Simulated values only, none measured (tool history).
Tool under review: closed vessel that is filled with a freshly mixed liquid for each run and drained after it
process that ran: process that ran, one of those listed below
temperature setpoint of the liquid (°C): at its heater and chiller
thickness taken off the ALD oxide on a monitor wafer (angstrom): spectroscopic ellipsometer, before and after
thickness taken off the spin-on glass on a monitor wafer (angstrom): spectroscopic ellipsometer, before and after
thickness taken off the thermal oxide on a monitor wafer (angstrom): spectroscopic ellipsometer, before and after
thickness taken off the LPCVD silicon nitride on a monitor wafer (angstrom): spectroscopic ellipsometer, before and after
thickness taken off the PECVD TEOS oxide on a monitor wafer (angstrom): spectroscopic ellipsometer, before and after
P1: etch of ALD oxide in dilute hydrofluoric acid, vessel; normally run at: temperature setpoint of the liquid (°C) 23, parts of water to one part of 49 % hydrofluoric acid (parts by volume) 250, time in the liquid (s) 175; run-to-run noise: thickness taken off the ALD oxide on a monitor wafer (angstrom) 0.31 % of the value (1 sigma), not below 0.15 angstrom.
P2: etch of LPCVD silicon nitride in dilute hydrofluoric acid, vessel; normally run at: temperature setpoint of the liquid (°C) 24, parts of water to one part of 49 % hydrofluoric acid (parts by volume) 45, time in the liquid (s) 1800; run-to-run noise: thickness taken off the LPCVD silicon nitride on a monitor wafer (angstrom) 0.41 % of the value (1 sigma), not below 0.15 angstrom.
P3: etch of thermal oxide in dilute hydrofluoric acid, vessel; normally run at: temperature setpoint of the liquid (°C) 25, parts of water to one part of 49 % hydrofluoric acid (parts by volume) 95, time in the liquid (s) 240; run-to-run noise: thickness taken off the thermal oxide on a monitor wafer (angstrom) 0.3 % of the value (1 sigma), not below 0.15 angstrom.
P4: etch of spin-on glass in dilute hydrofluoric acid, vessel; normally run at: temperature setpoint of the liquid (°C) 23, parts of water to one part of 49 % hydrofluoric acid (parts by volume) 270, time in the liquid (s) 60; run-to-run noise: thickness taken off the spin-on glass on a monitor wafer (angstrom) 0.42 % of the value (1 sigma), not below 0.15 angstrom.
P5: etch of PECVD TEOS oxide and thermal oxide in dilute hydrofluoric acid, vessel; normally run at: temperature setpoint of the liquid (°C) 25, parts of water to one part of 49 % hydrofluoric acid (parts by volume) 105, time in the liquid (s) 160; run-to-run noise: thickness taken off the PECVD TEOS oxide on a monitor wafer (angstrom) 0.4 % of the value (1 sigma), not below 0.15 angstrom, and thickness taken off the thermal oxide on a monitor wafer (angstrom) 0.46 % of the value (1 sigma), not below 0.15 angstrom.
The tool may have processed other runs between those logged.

| run | hour | process that ran | temperature setpoint of the liquid (°C) | parts of water to one part of 49 % hydrofluoric acid (parts by volume) | time in the liquid (s) | hours since the thermometer was replaced | hours since the hydrofluoric acid flow meter was replaced | thickness taken off the ALD oxide on a monitor wafer (angstrom) | thickness taken off the spin-on glass on a monitor wafer (angstrom) | thickness taken off the thermal oxide on a monitor wafer (angstrom) | thickness taken off the LPCVD silicon nitride on a monitor wafer (angstrom) | thickness taken off the PECVD TEOS oxide on a monitor wafer (angstrom) |
|---|---|---|---|---|---|---|---|---|---|---|---|---|
| 1 | 5.8 | P1 | 23 | 250 | 175 | 462.6 | 426.8 | 120.96 |  |  |  |  |
| 2 | 16.1 | P4 | 31 | 270 | 60 | 472.9 | 437.1 |  | 89.657 |  |  |  |
| 3 | 22.1 | P3 | 25 | 95 | 355 | 478.9 | 443.1 |  |  | 181.7 |  |  |
| 4 | 30.3 | P2 | 19 | 45 | 1800 | 487.1 | 451.3 |  |  |  | 129.45 |  |
| 5 | 39.2 | P2 | 24 | 45 | 1800 | 496 | 460.2 |  |  |  | 183.41 |  |
|  | 43.1 | thermometer replaced |
| 6 | 49.8 | P5 | 25 | 185 | 160 | 6.7 | 470.8 |  |  | 36.911 |  | 133.55 |
| 7 | 59 | P3 | 25 | 160 | 240 | 15.9 | 480 |  |  | 67.577 |  |  |
| 8 | 64.4 | P1 | 23 | 160 | 175 | 21.3 | 485.4 | 207.54 |  |  |  |  |
| 9 | 73.9 | P4 | 23 | 440 | 60 | 30.8 | 494.9 |  | 35.813 |  |  |  |
| 10 | 81.7 | P2 | 24 | 45 | 955 | 38.6 | 502.7 |  |  |  | 97.054 |  |
| 11 | 86.5 | P1 | 23 | 410 | 175 | 43.4 | 507.5 | 63.981 |  |  |  |  |
| 12 | 94 | P1 | 27.5 | 250 | 175 | 50.9 | 515 | 141.15 |  |  |  |  |
| 13 | 101 | P5 | 25 | 105 | 85 | 57.9 | 522 |  |  | 38.09 |  | 136.84 |
| 14 | 110.9 | P2 | 24 | 60 | 1800 | 67.8 | 531.9 |  |  |  | 137.48 |  |
| 15 | 120.9 | P1 | 18 | 250 | 175 | 77.8 | 541.9 | 99.915 |  |  |  |  |
| 16 | 126.6 | P2 | 24 | 45 | 1800 | 83.5 | 547.6 |  |  |  | 183.6 |  |
| 17 | 132.7 | P3 | 25 | 95 | 240 | 89.6 | 553.7 |  |  | 122.07 |  |  |
| 18 | 143.1 | P4 | 23 | 270 | 60 | 100 | 564.1 |  | 68.032 |  |  |  |
| 19 | 153.2 | P1 | 23 | 250 | 330 | 110.1 | 574.2 | 228.23 |  |  |  |  |
| 20 | 162.3 | P3 | 25 | 95 | 240 | 119.2 | 583.3 |  |  | 121.34 |  |  |
| 21 | 168.8 | P1 | 23 | 405 | 305 | 125.7 | 589.8 | 112.2 |  |  |  |  |
| 22 | 176.5 | P1 | 23 | 250 | 175 | 133.4 | 597.5 | 121.16 |  |  |  |  |
| 23 | 182 | P1 | 23 | 250 | 175 | 138.9 | 603 | 121.51 |  |  |  |  |
| 24 | 187.5 | P4 | 23 | 270 | 30 | 144.4 | 608.5 |  | 34.105 |  |  |  |
| 25 | 194.6 | P1 | 23 | 250 | 175 | 151.5 | 615.6 | 120.19 |  |  |  |  |
| 26 | 203.3 | P5 | 25 | 105 | 160 | 160.2 | 624.3 |  |  | 70.942 |  | 258.29 |
| 27 | 208.9 | P5 | 25 | 105 | 160 | 165.8 | 629.9 |  |  | 71.538 |  | 257.49 |
| 28 | 217.2 | P3 | 21.5 | 95 | 240 | 174.1 | 638.2 |  |  | 105.74 |  |  |
| 29 | 224.1 | P1 | 23 | 250 | 30 | 181 | 645.1 | 20.694 |  |  |  |  |
| 30 | 229.4 | P5 | 21 | 105 | 160 | 186.3 | 650.4 |  |  | 60.816 |  | 219.46 |
| 31 | 236.6 | P1 | 23 | 250 | 175 | 193.5 | 657.6 | 120.67 |  |  |  |  |
| 32 | 242.6 | P1 | 23 | 250 | 175 | 199.5 | 663.6 | 117.38 |  |  |  |  |
| 33 | 253.6 | P1 | 23 | 250 | 175 | 210.5 | 674.6 | 115.55 |  |  |  |  |
| 34 | 263.4 | P1 | 23 | 250 | 175 | 220.3 | 684.4 | 113.1 |  |  |  |  |
| 35 | 268.9 | P1 | 23 | 250 | 175 | 225.8 | 689.9 | 113.09 |  |  |  |  |
| 36 | 276.4 | P1 | 23 | 250 | 175 | 233.3 | 697.4 | 112.53 |  |  |  |  |
| 37 | 283.5 | P1 | 23 | 250 | 175 | 240.4 | 704.5 | 112.74 |  |  |  |  |
| 38 | 290.6 | P1 | 23 | 250 | 175 | 247.5 | 711.6 | 111.8 |  |  |  |  |
| 39 | 301.4 | P1 | 23 | 250 | 175 | 258.3 | 722.4 | 111.27 |  |  |  |  |

Something has made what P1 gives creep away from where it was; the 2 causes below, each at its own stated size, fit the log equally well:
A: liquid colder than its thermometer reads (K) = 2.16
B: hydrofluoric acid flow below the setpoint (%) = 6.11
Onset of the creep was near hour 236.6.

Below are 4 check runs, each on a single wafer, with their results shown as question marks. Which of them would tell the listed causes apart, meaning the causes would give clearly different results under it?
| check 1 | 312.2 | P4 | 30 | 270 | 30 |  |  |  | ? |  |  |  |
| check 2 | 312.2 | P3 | 25 | 160 | 240 |  |  |  |  | ? |  |  |
| check 3 | 312.2 | P2 | 24 | 45 | 1010 |  |  |  |  |  | ? |  |
| check 4 | 312.2 | P5 | 25 | 185 | 160 |  |  |  |  | ? |  | ? |

What every check run would give for each of its results, assuming each possible cause in turn:
| check | result | if A | if B |
|---|---|---|---|
| check 1 | thickness taken off the spin-on glass on a monitor wafer (angstrom) | 40.385 | 39.949 |
| check 2 | thickness taken off the thermal oxide on a monitor wafer (angstrom) | 61.778 | 62.218 |
| check 3 | thickness taken off the LPCVD silicon nitride on a monitor wafer (angstrom) | 88.308 | 96.194 |
| check 4 | thickness taken off the thermal oxide on a monitor wafer (angstrom) | 33.939 | 34.084 |
| check 4 | thickness taken off the PECVD TEOS oxide on a monitor wafer (angstrom) | 122.76 | 123.29 |
Per check, the gap between the least separated pair of causes, taken in the result that splits them most: check 1 1.09 %; check 2 0.71 %; check 3 8.55 %; check 4 0.43 %
Check 3 is the one run that separates the causes; every other check would come out nearly the same whichever cause is at work.

After running check 3, the following was obtained: thickness taken off the LPCVD silicon nitride on a monitor wafer (angstrom) 88.68. Which cause does this point to?

A is the cause: liquid colder than its thermometer reads (K).

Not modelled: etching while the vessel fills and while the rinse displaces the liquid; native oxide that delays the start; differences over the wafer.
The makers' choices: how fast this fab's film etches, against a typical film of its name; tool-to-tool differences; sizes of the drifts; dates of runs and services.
